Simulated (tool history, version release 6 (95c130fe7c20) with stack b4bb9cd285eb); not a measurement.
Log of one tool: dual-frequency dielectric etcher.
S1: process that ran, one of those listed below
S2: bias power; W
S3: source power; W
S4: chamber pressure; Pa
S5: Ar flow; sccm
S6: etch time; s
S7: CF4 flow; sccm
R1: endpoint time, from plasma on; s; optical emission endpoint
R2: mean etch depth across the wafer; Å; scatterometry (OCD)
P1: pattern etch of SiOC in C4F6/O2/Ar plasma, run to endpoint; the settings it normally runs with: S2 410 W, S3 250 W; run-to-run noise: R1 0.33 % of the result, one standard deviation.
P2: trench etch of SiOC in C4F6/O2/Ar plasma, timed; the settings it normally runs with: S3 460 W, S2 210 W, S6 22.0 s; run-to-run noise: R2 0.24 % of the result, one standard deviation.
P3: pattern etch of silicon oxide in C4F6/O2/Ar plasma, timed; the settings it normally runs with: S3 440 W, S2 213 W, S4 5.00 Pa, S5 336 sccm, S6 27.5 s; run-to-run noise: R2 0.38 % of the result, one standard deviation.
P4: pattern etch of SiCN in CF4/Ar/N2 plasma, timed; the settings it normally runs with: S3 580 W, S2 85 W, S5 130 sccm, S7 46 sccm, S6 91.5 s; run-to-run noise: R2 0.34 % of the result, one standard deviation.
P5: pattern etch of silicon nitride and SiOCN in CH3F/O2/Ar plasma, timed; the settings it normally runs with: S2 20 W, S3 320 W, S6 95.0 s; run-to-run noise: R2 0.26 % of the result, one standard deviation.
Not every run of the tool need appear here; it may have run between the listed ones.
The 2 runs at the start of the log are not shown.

run   hour  S1   S2   S3    S4   S5     S6  S7      R1        R2
  3   38.4  P1  410  250                        21.162
  4   47.4  P3  134  440  5.00  336   27.5               778.560
  5   56.3  P1  410  330                        19.038
  6   66.9  P3  213  440  6.67  336   27.5               871.380
  7   81.8  P4  113  580        130   91.5  46          1064.300
  8   89.7  P2  210  350              22.0               440.770
  9   98.3  P1  512  300                        18.187
 10  106.1  P1  410  190                        23.333
 11  116.7  P4   85  580         92   91.5  46           998.870
 12  132.2  P5   20  450              95.0               126.010
 13  144.5  P4   85  580        130   68.0  46           701.720
 14  157.7  P1  410  250                        21.255
 15  168.9  P1  528  310                        17.703
 16  181.7  P3  213  440  5.00  336   38.0              1238.300
 17  199.0  P5   20  320             142.0               167.980
 18  216.6  P4   85  580        130   91.5  28           873.110
 19  224.6  P2  210  460              22.0               489.890
 20  240.8  P3  213  440  5.00  229   27.5               938.110
     249.1  -- source power generator calibrated
 21  254.5  P2  210  460              22.0               492.760
 22  270.6  P2  277  460              22.0               539.690
 23  279.6  P5   20  320              95.0               112.740
 24  295.7  P4   85  730        130   91.5  46          1152.000
     301.0  -- bias power generator calibrated
 25  305.1  P2  210  460              13.5               302.700

Run 26 comes next. What will it give?
 26  317.0  P5  15  320          95.0           ?

For run 26 the tool returned R2 99.257 Å.
